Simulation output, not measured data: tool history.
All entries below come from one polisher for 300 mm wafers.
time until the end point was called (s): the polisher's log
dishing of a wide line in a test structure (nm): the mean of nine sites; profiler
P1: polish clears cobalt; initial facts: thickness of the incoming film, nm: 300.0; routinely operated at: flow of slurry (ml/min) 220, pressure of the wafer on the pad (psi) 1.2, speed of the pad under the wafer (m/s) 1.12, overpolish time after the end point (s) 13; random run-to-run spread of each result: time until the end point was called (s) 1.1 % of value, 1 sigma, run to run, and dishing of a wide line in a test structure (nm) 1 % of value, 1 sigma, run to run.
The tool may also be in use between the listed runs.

run   hour  flow of slurry (ml/min)  pressure of the wafer on the pad (psi)  speed of the pad under the wafer (m/s)  overpolish time after the end point (s)  wafers polished on this pad  hours since the slurry nozzle was cleaned  hours since the head pressure was calibrated  time until the end point was called (s)  dishing of a wide line in a test structure (nm)
  1   13.7                      220                                     1.2                                    1.12                                       13                          709                                        172                                         647.8                                   100.81                                           29.931
  2   27.6                      220                                     1.2                                    1.68                                       13                          833                                      185.9                                         661.7                                   66.031                                           38.335
  3     38                      140                                     1.2                                    1.12                                       13                          926                                      196.3                                         672.1                                   107.92                                           27.431
  4   52.1                      220                                     1.2                                    1.12                                        4                         1051                                      210.4                                         686.2                                   98.394                                            10.99
  5   61.5                      220                                     1.2                                    1.12                                       23                         1135                                      219.8                                         695.6                                   100.98                                           41.908
  6   71.7                      220                                     1.2                                    1.12                                       13                         1226                                        230                                         705.8                                   99.746                                           29.462
  7   86.1                      220                                     1.8                                    1.12                                       13                         1355                                      244.4                                         720.2                                   67.245                                           38.201
  8   97.3                      220                                     1.2                                     0.5                                       13                         1455                                      255.6                                         731.4                                   226.68                                           15.537
  9  107.1                      220                                     0.6                                    1.12                                       21                         1542                                      265.4                                         741.2                                   200.68                                           25.165
 10  119.5                      220                                     1.2                                    1.12                                       13                         1653                                      277.8                                         753.6                                   101.16                                           29.725
     124.5  -- head pressure recalibrated
 11  130.8                      220                                     1.2                                    1.12                                       13                         1754                                      289.1                                           6.3                                   99.887                                           29.465
 12  142.5                      220                                     0.8                                    1.12                                       13                         1858                                      300.8                                            18                                   151.49                                           21.528
 13  152.9                      220                                     1.2                                    1.12                                       13                         1951                                      311.2                                          28.4                                   100.41                                           29.722
 14  160.9                      335                                     1.2                                    1.12                                       13                         2022                                      319.2                                          36.4                                   96.167                                           30.268
 15  173.9                      220                                     1.2                                    1.12                                       13                         2138                                      332.2                                          49.4                                   100.37                                           30.029
 16  184.7                      220                                     1.2                                    1.12                                       13                         2235                                        343                                          60.2                                   104.31                                           29.316
 17  191.9                      220                                     1.2                                    1.12                                       13                         2299                                      350.2                                          67.4                                   102.53                                           28.389
 18  198.4                      220                                     1.2                                    1.12                                       13                         2357                                      356.7                                          73.9                                   103.49                                           28.824
 19  208.9                      220                                     1.2                                    1.12                                       13                         2451                                      367.2                                          84.4                                   106.72                                           28.911
     210.9  -- head pressure recalibrated
 20  218.7                      220                                     1.2                                    1.12                                       13                         2538                                        377                                           7.8                                   107.47                                           27.974
 21  226.7                      220                                     1.2                                    1.12                                       13                         2609                                        385                                          15.8                                   106.71                                           28.294
 22  234.5                      220                                     1.2                                    1.12                                       13                         2679                                      392.8                                          23.6                                   106.84                                           28.299
 23  243.8                      220                                     1.2                                    1.12                                       13                         2762                                      402.1                                          32.9                                   109.11                                           27.683

For run 24, what comes out?
 24  252.5                      220                                     1.2                                    1.12                                       13                         2840                                      410.8                                          41.6                                        ?                                                ?

Logged for run 24: time until the end point was called (s) 107.11, dishing of a wide line in a test structure (nm) 27.981.

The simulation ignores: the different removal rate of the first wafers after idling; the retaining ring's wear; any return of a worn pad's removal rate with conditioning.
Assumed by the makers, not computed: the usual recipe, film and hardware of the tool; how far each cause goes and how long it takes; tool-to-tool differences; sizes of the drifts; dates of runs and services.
